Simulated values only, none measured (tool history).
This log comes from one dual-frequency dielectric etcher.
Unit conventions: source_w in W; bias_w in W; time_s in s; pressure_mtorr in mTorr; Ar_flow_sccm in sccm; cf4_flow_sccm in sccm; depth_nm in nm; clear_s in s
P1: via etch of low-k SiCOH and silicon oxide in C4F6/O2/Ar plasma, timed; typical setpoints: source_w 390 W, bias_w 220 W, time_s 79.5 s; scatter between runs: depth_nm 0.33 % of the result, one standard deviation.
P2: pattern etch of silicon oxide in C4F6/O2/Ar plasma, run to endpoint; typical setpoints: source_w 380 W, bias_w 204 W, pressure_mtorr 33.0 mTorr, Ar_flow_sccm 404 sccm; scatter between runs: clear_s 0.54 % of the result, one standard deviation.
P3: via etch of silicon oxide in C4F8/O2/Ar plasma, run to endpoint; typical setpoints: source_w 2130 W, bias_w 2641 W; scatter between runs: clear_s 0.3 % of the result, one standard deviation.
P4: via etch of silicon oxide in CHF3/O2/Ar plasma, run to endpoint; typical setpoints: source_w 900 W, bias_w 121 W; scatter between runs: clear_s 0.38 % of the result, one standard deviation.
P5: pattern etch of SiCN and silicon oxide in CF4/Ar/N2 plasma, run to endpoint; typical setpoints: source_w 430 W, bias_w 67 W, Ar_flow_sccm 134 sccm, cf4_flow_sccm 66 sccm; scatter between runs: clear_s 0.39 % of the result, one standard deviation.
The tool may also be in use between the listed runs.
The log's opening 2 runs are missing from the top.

run    day  process  source_w  bias_w  time_s  pressure_mtorr  Ar_flow_sccm  cf4_flow_sccm  hours since the last wet clean  hours since the last source power generator calibration  hours since the last bias power generator calibration  depth_nm   clear_s
  3  0.792       P3      2130    2641                                                                                262.6                                                   2196.0                                                 2162.7            195.8500
  4  0.988       P1       390     220    79.5                                                                        267.3                                                   2200.7                                                 2167.4    228.46
  5  1.271       P1       390     220    79.5                                                                        274.1                                                   2207.5                                                 2174.2    229.29
  6  1.546       P4       670     121                                                                                280.7                                                   2214.1                                                 2180.8            429.9200
  7  1.808       P5       430      67                                   134             66                           287.0                                                   2220.4                                                 2187.1             18.5320
  8  2.146       P1       390     291    79.5                                                                        295.1                                                   2228.5                                                 2195.2    251.53
  9  2.392       P3      2130    3410                                                                                301.0                                                   2234.4                                                 2201.1            180.0800
 10  2.567       P2       380     204                    33.0           321                                          305.2                                                   2238.6                                                 2205.3              9.6414
 11  2.725       P1       240     220    79.5                                                                        309.0                                                   2242.4                                                 2209.1    189.57
 12  3.054       P1       390     220    98.5                                                                        316.9                                                   2250.3                                                 2217.0    284.40
 13  3.225       P2       510     204                    33.0           404                                          321.0                                                   2254.4                                                 2221.1              8.8027
 14  3.512       P4       900     121                                                                                327.9                                                   2261.3                                                 2228.0            379.2300
 15  3.850       P2       380     282                    33.0           404                                          336.0                                                   2269.4                                                 2236.1              8.9596
 16  4.154       P1       390     137    79.5                                                                        343.3                                                   2276.7                                                 2243.4    197.60
 17  4.350       P5       430      39                                   134             66                           348.0                                                   2281.4                                                 2248.1             22.2790
 18  4.571       P5       430      67                                   134             51                           353.3                                                   2286.7                                                 2253.4             19.4390
 19  4.783       P5       430      67                                   167             66                           358.4                                                   2291.8                                                 2258.5             19.3140
 20  5.104       P5       560      67                                   134             66                           366.1                                                   2299.5                                                 2266.2             14.6970
 21  5.371       P1       280     220    59.0                                                                        372.5                                                   2305.9                                                 2272.6    148.89
 22  5.583       P4       900      73                                                                                377.6                                                   2311.0                                                 2277.7            438.1300

Run 23 is up next; what results do you expect?
 23  5.779       P2       380     204                    33.0           404                                          382.3                                                   2315.7                                                 2282.4                  ?

Logged for run 23: clear_s 9.9228 s.
